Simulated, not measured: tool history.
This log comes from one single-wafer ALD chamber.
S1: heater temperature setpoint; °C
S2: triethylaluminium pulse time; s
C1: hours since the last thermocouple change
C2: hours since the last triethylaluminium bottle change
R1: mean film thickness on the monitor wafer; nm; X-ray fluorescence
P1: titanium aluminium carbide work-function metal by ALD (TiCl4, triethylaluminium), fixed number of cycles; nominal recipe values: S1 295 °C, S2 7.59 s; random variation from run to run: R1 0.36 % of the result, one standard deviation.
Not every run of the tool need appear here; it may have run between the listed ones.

run,hour,S1,S2,C1,C2,R1
1,5.3,295,7.59,2072.2,918.2,1.8820
2,9.9,309,12.17,2076.8,922.8,2.1280
3,16.0,283,7.59,2082.9,928.9,1.7896
4,22.5,320,7.59,2089.4,935.4,2.0977
5,27.7,295,7.59,2094.6,940.6,1.8749
6,37.9,295,2.90,2104.8,950.8,1.2826
7,45.0,295,7.59,2111.9,957.9,1.8801
8,53.5,277,4.74,2120.4,966.4,1.5038
9,60.6,295,10.78,2127.5,973.5,1.9817
# hour 66.4: triethylaluminium bottle replaced
10,68.9,295,7.59,2135.8,2.5,1.8792
11,74.8,295,7.59,2141.7,8.4,1.8840
12,81.8,295,7.59,2148.7,15.4,1.8671
13,92.1,295,7.59,2159.0,25.7,1.8527

The next listed run, before its measurement:
14,100.5,295,7.59,2167.4,34.1,?

{"run 14": {"R1": 1.8424}}

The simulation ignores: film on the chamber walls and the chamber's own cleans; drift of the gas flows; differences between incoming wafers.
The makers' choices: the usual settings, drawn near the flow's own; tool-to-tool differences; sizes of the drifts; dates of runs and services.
